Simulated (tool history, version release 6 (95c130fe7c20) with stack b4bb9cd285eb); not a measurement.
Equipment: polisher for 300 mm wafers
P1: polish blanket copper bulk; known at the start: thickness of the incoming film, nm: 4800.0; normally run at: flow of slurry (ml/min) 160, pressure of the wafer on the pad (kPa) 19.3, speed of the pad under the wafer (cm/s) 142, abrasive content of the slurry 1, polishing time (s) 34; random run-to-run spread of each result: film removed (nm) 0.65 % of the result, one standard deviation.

run   hour  flow of slurry (ml/min)  pressure of the wafer on the pad (kPa)  speed of the pad under the wafer (cm/s)  abrasive content of the slurry  polishing time (s)  wafers polished on this pad  hours since the slurry nozzle was cleaned  hours since the head pressure was calibrated  hours since the slurry blender was calibrated  film removed (nm)
  1    9.3                      160                                    19.3                                      142                               1                  34                          584                                      324.3                                         640.7                                          232.1             363.78
  2   21.5                      160                                    19.3                                      208                               1                  34                          716                                      336.5                                         652.9                                          244.3             533.08
  3   33.2                      160                                    19.3                                      142                             0.7                  34                          842                                      348.2                                         664.6                                            256             338.96
      42.6  -- slurry nozzle cleaned
  4   44.3                      160                                       9                                      142                               1                  34                          962                                        1.7                                         675.7                                          267.1             168.24
  5   57.9                      160                                    19.3                                      142                               1                  34                         1109                                       15.3                                         689.3                                          280.7             359.37
  6     67                      160                                    19.3                                      142                             0.6                  42                         1207                                       24.4                                         698.4                                          289.8             403.15
  7   74.6                      160                                    19.3                                       64                               1                  34                         1289                                         32                                           706                                          297.4             164.38
  8   82.7                      160                                      31                                      142                               1                  34                         1376                                       40.1                                         714.1                                          305.5             586.89
  9   90.7                       95                                    19.3                                      142                               1                  34                         1462                                       48.1                                         722.1                                          313.5             322.08
 10  104.5                      160                                    19.3                                       72                               1                  45                         1611                                       61.9                                         735.9                                          327.3             242.95
 11  118.5                      160                                    30.3                                      206                               1                  34                         1762                                       75.9                                         749.9                                          341.3             822.69
 12    128                      160                                    19.3                                      142                               1                  34                         1864                                       85.4                                         759.4                                          350.8             362.67
 13  139.9                      160                                    19.3                                      142                               1                  34                         1993                                       97.3                                         771.3                                          362.7              364.7
 14  153.8                      160                                    19.3                                      142                               1                  21                         2143                                      111.2                                         785.2                                          376.6             227.11
 15  165.4                      210                                    19.3                                      142                               1                  34                         2268                                      122.8                                         796.8                                          388.2             374.66
 16  172.8                      160                                    19.3                                      142                               1                  34                         2348                                      130.2                                         804.2                                          395.6             359.61
     186.6  -- head pressure recalibrated
 17  187.5                      160                                    19.3                                      142                               1                  51                         2506                                      144.9                                             1                                          410.3             543.81
 18    195                      160                                    19.3                                      142                            1.25                  34                         2587                                      152.4                                           8.5                                          417.8              381.8
 19  209.8                      160                                    19.3                                      142                               1                  34                         2747                                      167.2                                          23.3                                          432.6             362.58
 20  216.6                      160                                    19.3                                      142                               1                  34                         2820                                        174                                          30.1                                          439.4              356.4
 21    231                      160                                    19.3                                      142                               1                  34                         2975                                      188.4                                          44.5                                          453.8             345.82
 22  240.5                      160                                    19.3                                      142                               1                  34                         3078                                      197.9                                            54                                          463.3             335.74
 23  252.6                      160                                    19.3                                      142                               1                  34                         3208                                        210                                          66.1                                          475.4             335.89
     253.8  -- slurry blender recalibrated
 24  260.2                      160                                    19.3                                      142                               1                  34                         3290                                      217.6                                          73.7                                            6.5             335.88
     261.5  -- worn pad replaced by a new one
 25  274.4                      160                                    19.3                                      142                               1                  34                          139                                      231.8                                          87.9                                           20.7             334.39
 26  287.1                      160                                    19.3                                      142                               1                  34                          276                                      244.5                                         100.6                                           33.4             335.74

What will run 27 give?
 27   295                      160                                    19.3                                      142                               1                  34                          361                                      252.4                                         108.5                                           41.3                  ?

{"run 27": {"film removed (nm)": 332.78}}
